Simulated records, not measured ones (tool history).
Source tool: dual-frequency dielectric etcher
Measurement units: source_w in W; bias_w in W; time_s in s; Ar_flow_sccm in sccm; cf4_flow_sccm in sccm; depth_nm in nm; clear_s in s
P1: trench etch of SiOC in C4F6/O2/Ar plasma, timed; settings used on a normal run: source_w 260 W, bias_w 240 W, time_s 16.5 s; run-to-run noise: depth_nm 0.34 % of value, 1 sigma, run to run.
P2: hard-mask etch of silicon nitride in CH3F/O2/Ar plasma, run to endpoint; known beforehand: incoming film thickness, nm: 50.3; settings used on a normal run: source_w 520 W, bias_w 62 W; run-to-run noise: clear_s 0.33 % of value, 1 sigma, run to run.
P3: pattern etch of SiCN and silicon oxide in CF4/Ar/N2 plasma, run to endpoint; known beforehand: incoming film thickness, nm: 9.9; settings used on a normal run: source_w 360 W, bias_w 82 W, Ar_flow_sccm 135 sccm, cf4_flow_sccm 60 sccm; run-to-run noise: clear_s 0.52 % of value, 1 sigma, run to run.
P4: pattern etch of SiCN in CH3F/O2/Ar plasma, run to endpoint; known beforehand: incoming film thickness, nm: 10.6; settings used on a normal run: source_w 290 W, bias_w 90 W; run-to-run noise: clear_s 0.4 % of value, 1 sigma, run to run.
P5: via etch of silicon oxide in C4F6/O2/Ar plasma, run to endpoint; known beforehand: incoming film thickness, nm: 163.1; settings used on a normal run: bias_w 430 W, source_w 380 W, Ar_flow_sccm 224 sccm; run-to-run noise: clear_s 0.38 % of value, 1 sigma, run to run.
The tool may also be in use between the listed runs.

run	hour	process	source_w	bias_w	time_s	Ar_flow_sccm	cf4_flow_sccm	depth_nm	clear_s
1	15.3	P1	260	240	16.5			34.188	
2	30.7	P3	360	82		88	60		13.453
3	37.8	P3	360	102		135	60		13.126
4	53.6	P1	260	240	16.5			34.069	
5	65.2	P5	380	430		224			36.829
6	80.6	P2	520	62					69.798
7	88.9	P1	260	240	11.5			23.868	
8	103.9	P1	260	194	16.5			31.731	
9	117	P1	170	190	16.5			27.004	
10	129.1	P3	360	82		135	60		14.262
11	143.3	P1	260	240	20.5			42.353	
12	152	P1	170	240	16.5			29.111	
13	162.3	P5	380	430		156			35.62
14	177.7	P4	290	90					28.685
15	193.7	P1	260	240	16.5			34.036	
16	210	P4	340	90					26.9
17	217.3	P3	450	82		135	60		11.628
18	233.1	P3	360	82		135	46		14.849
19	246.6	P3	360	82		135	60		14.222
20	259	P2	520	74					65.75
21	273.9	P2	410	62					76.389
# hour 281.1: bias power generator calibrated
22	287.9	P1	260	240	16.5			34.159	
23	303.6	P5	260	430		224			42.654
24	316.7	P1	330	240	16.5			37.282	
25	324.3	P5	380	512		224			34.447
26	337	P1	260	314	16.5			37.598	
27	353	P2	520	62					69.902
28	364.9	P4	290	114					26.078
29	379.5	P1	260	240	16.5			34.314	
30	387.6	P1	260	240	16.5			34.209	
31	401.5	P1	260	240	16.5			33.814	
# hour 414.3: wet clean of the chamber
32	414.4	P1	260	240	16.5			33.643	
33	421.6	P1	260	240	16.5			33.752	
34	437.4	P1	260	240	16.5			33.686	
35	446.6	P1	260	240	16.5			33.475	

What P1 gives has crept away from where it was. These 2 causes fit the log equally well, each at the size given:
A: source power that arrives under what is set, % = 4.43
B: bias power that arrives under what is set, % = 4.88
The process output started creeping at around hour 379.5.
The rest of the possible causes, and what rules out each one:
chamber walls in a state that lowers the etch rate, %: maintenance at hour 414.3, after the shift began, did not return the process to its former output

Which of the 4 check runs listed below, each an average over 5 wafers with its results shown as question marks, gives clearly different results under the different listed causes?
check 1	455.8	P5	380	430		224			?
check 2	455.8	P2	520	62					?
check 3	455.8	P4	290	90					?
check 4	455.8	P3	360	82		135	60		?

Check results expected under each cause:
check	result	if A	if B
check 1	clear_s	37.45	37.506
check 2	clear_s	71.086	70.987
check 3	clear_s	28.963	29.025
check 4	clear_s	14.777	14.475
Distance between the nearest two causes, measured in the result of the check that separates them most: check 1 0.15 %; check 2 0.14 %; check 3 0.21 %; check 4 2.06 %
Only check 4 tells the causes apart: in the others they would give nearly the same result.

With check 4 done, the readings were: clear_s 14.496 s. Identify which of the listed causes applies.

It was cause B: bias power that arrives under what is set, %.

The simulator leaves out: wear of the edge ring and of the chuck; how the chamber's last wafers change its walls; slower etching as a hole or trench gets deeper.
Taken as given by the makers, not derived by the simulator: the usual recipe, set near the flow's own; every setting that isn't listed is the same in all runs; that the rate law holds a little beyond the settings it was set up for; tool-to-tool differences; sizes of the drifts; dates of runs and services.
